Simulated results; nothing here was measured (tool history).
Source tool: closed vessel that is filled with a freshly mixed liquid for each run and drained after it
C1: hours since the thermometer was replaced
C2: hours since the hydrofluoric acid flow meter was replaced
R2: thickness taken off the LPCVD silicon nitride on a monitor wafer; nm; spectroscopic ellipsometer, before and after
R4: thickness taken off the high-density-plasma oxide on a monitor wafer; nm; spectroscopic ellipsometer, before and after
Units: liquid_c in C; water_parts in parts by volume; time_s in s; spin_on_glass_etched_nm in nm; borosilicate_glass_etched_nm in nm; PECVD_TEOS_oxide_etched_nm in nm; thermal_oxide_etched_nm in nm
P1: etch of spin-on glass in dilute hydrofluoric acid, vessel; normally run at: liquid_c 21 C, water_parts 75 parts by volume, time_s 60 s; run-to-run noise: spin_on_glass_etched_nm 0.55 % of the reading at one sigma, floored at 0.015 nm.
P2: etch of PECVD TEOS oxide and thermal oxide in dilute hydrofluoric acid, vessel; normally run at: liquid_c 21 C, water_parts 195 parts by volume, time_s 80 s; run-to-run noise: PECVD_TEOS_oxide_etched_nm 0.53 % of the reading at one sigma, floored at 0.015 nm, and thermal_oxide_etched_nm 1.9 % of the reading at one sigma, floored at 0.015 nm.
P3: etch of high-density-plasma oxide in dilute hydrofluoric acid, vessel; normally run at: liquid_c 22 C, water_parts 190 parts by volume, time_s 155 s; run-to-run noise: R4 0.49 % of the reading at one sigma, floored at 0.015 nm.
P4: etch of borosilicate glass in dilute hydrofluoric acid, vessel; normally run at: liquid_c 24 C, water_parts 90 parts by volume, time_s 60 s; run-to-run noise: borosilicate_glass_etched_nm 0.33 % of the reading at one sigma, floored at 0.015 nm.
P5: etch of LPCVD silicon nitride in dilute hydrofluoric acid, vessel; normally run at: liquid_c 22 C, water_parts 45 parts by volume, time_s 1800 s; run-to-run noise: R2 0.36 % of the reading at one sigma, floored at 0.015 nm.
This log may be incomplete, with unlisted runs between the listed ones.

Run 1, hour 9.5: process P1, liquid_c 21 C, water_parts 75 parts by volume, time_s 60 s; C1 1004.6; C2 1153.5. Result: spin_on_glass_etched_nm 15.091 nm.
Run 2, hour 20: process P1, liquid_c 17 C, water_parts 75 parts by volume, time_s 60 s; C1 1015.1; C2 1164. Result: spin_on_glass_etched_nm 12.847 nm.
Run 3, hour 36.3: process P1, liquid_c 21 C, water_parts 75 parts by volume, time_s 60 s; C1 1031.4; C2 1180.3. Result: spin_on_glass_etched_nm 15.222 nm.
Run 4, hour 47.7: process P5, liquid_c 22 C, water_parts 45 parts by volume, time_s 1800 s; C1 1042.8; C2 1191.7. Result: R2 15.154 nm.
Run 5, hour 62.8: process P5, liquid_c 22 C, water_parts 70 parts by volume, time_s 1800 s; C1 1057.9; C2 1206.8. Result: R2 9.8681 nm.
Run 6, hour 75.4: process P1, liquid_c 21 C, water_parts 110 parts by volume, time_s 30 s; C1 1070.5; C2 1219.4. Result: spin_on_glass_etched_nm 5.0098 nm.
Run 7, hour 86: process P1, liquid_c 21 C, water_parts 75 parts by volume, time_s 95 s; C1 1081.1; C2 1230. Result: spin_on_glass_etched_nm 23.985 nm.
Run 8, hour 99.7: process P4, liquid_c 24 C, water_parts 55 parts by volume, time_s 60 s; C1 1094.8; C2 1243.7. Result: borosilicate_glass_etched_nm 43.596 nm.
Run 9, hour 115.1: process P3, liquid_c 22 C, water_parts 100 parts by volume, time_s 155 s; C1 1110.2; C2 1259.1. Result: R4 10.078 nm.
Run 10, hour 132.1: process P4, liquid_c 24 C, water_parts 90 parts by volume, time_s 30 s; C1 1127.2; C2 1276.1. Result: borosilicate_glass_etched_nm 12.741 nm.
Run 11, hour 143.6: process P4, liquid_c 24 C, water_parts 90 parts by volume, time_s 60 s; C1 1138.7; C2 1287.6. Result: borosilicate_glass_etched_nm 25.374 nm.
Run 12, hour 153.7: process P1, liquid_c 29.5 C, water_parts 75 parts by volume, time_s 60 s; C1 1148.8; C2 1297.7. Result: spin_on_glass_etched_nm 21.367 nm.
Run 13, hour 169.5: process P5, liquid_c 17 C, water_parts 45 parts by volume, time_s 1800 s; C1 1164.6; C2 1313.5. Result: R2 10.764 nm.
Run 14, hour 176.9: process P1, liquid_c 21 C, water_parts 35 parts by volume, time_s 95 s; C1 1172; C2 1320.9. Result: spin_on_glass_etched_nm 54.543 nm.
Run 15, hour 191: process P1, liquid_c 21 C, water_parts 25 parts by volume, time_s 60 s; C1 1186.1; C2 1335. Result: spin_on_glass_etched_nm 48.579 nm.
Run 16, hour 205.8: process P1, liquid_c 21 C, water_parts 115 parts by volume, time_s 60 s; C1 1200.9; C2 1349.8. Result: spin_on_glass_etched_nm 9.4776 nm.
Run 17, hour 216.1: process P1, liquid_c 21 C, water_parts 75 parts by volume, time_s 60 s; C1 1211.2; C2 1360.1. Result: spin_on_glass_etched_nm 15.346 nm.
At hour 223.4: thermometer replaced.
Run 18, hour 225.4: process P5, liquid_c 22 C, water_parts 45 parts by volume, time_s 3380 s; C1 2.1; C2 1369.4. Result: R2 28.567 nm.
Run 19, hour 233.8: process P1, liquid_c 21 C, water_parts 75 parts by volume, time_s 60 s; C1 10.5; C2 1377.8. Result: spin_on_glass_etched_nm 15.297 nm.
Run 20, hour 246.2: process P2, liquid_c 21 C, water_parts 340 parts by volume, time_s 80 s; C1 22.9; C2 1390.2. Result: PECVD_TEOS_oxide_etched_nm 1.9515 nm, thermal_oxide_etched_nm 0.73985 nm.
Run 21, hour 259.4: process P4, liquid_c 18.5 C, water_parts 90 parts by volume, time_s 60 s; C1 36.1; C2 1403.4. Result: borosilicate_glass_etched_nm 20.269 nm.
Run 22, hour 274.3: process P3, liquid_c 26.5 C, water_parts 190 parts by volume, time_s 155 s; C1 51; C2 1418.3. Result: R4 5.6777 nm.
Run 23, hour 288.5: process P2, liquid_c 25 C, water_parts 195 parts by volume, time_s 80 s; C1 65.2; C2 1432.5. Result: PECVD_TEOS_oxide_etched_nm 4.5538 nm, thermal_oxide_etched_nm 1.7533 nm.
Run 24, hour 301.9: process P3, liquid_c 22 C, water_parts 190 parts by volume, time_s 75 s; C1 78.6; C2 1445.9. Result: R4 2.3352 nm.
Run 25, hour 316.4: process P2, liquid_c 21 C, water_parts 195 parts by volume, time_s 80 s; C1 93.1; C2 1460.4. Result: PECVD_TEOS_oxide_etched_nm 3.9114 nm, thermal_oxide_etched_nm 1.5158 nm.
Run 26, hour 333: process P2, liquid_c 21 C, water_parts 195 parts by volume, time_s 45 s; C1 109.7; C2 1477. Result: PECVD_TEOS_oxide_etched_nm 2.2225 nm, thermal_oxide_etched_nm 0.83733 nm.
Run 27, hour 348.5: process P3, liquid_c 22 C, water_parts 190 parts by volume, time_s 155 s; C1 125.2; C2 1492.5. Result: R4 4.8103 nm.
Run 28, hour 357.2: process P1, liquid_c 21 C, water_parts 75 parts by volume, time_s 60 s; C1 133.9; C2 1501.2. Result: spin_on_glass_etched_nm 15.231 nm.
Run 29, hour 369.8: process P1, liquid_c 21 C, water_parts 75 parts by volume, time_s 30 s; C1 146.5; C2 1513.8. Result: spin_on_glass_etched_nm 7.603 nm.
Run 30, hour 384.7: process P1, liquid_c 21 C, water_parts 75 parts by volume, time_s 60 s; C1 161.4; C2 1528.7. Result: spin_on_glass_etched_nm 15.391 nm.
Run 31, hour 394.9: process P1, liquid_c 21 C, water_parts 75 parts by volume, time_s 60 s; C1 171.6; C2 1538.9. Result: spin_on_glass_etched_nm 15.736 nm.
Run 32, hour 404.6: process P1, liquid_c 21 C, water_parts 75 parts by volume, time_s 60 s; C1 181.3; C2 1548.6. Result: spin_on_glass_etched_nm 16.279 nm.
Run 33, hour 419.5: process P1, liquid_c 21 C, water_parts 75 parts by volume, time_s 60 s; C1 196.2; C2 1563.5. Result: spin_on_glass_etched_nm 16.329 nm.
Run 34, hour 435.7: process P1, liquid_c 21 C, water_parts 75 parts by volume, time_s 60 s; C1 212.4; C2 1579.7. Result: spin_on_glass_etched_nm 16.334 nm.
Run 35, hour 451: process P1, liquid_c 21 C, water_parts 75 parts by volume, time_s 60 s; C1 227.7; C2 1595. Result: spin_on_glass_etched_nm 16.403 nm.
Run 36, hour 464.6: process P1, liquid_c 21 C, water_parts 75 parts by volume, time_s 60 s; C1 241.3; C2 1608.6. Result: spin_on_glass_etched_nm 16.312 nm.

P1 has crept away from where it was. The log is fitted equally well by each of these 2 causes, at the sizes shown:
A: hydrofluoric acid flow above the setpoint (%) = 7.34
B: liquid hotter than its thermometer reads (K) = 1.88
The gradual shift began around hour 384.7.

Of the 4 check runs listed below, each run on one wafer and each result written as a question mark, which would let you distinguish the listed causes because they would give clearly different results?
Run check 1, hour 478.2: process P3, liquid_c 22 C, water_parts 190 parts by volume, time_s 155 s. Result: R4 ?.
Run check 2, hour 478.2: process P5, liquid_c 22 C, water_parts 45 parts by volume, time_s 1800 s. Result: R2 ?.
Run check 3, hour 478.2: process P4, liquid_c 24 C, water_parts 90 parts by volume, time_s 60 s. Result: borosilicate_glass_etched_nm ?.
Run check 4, hour 478.2: process P2, liquid_c 21 C, water_parts 195 parts by volume, time_s 80 s. Result: PECVD_TEOS_oxide_etched_nm ?, thermal_oxide_etched_nm ?.

What each check would give under each cause:
  check                        result    if A    if B
check 1                            R4   5.211  5.1403
check 2                            R2  16.266  17.256
check 3  borosilicate_glass_etched_nm  27.545  27.432
check 4    PECVD_TEOS_oxide_etched_nm  4.2545  4.1993
check 4       thermal_oxide_etched_nm  1.6195  1.5985
Per-check spread between the two closest causes, in the result where they differ most: check 1 1.37 %; check 2 5.91 %; check 3 0.41 %; check 4 1.31 %
Check 2 tells the causes apart: in the others they would give nearly the same result.

Check 2 has now been run. It gave: R2 17.294 nm. Which of the candidate causes is it?

Of the candidate causes, it is B: liquid hotter than its thermometer reads (K).
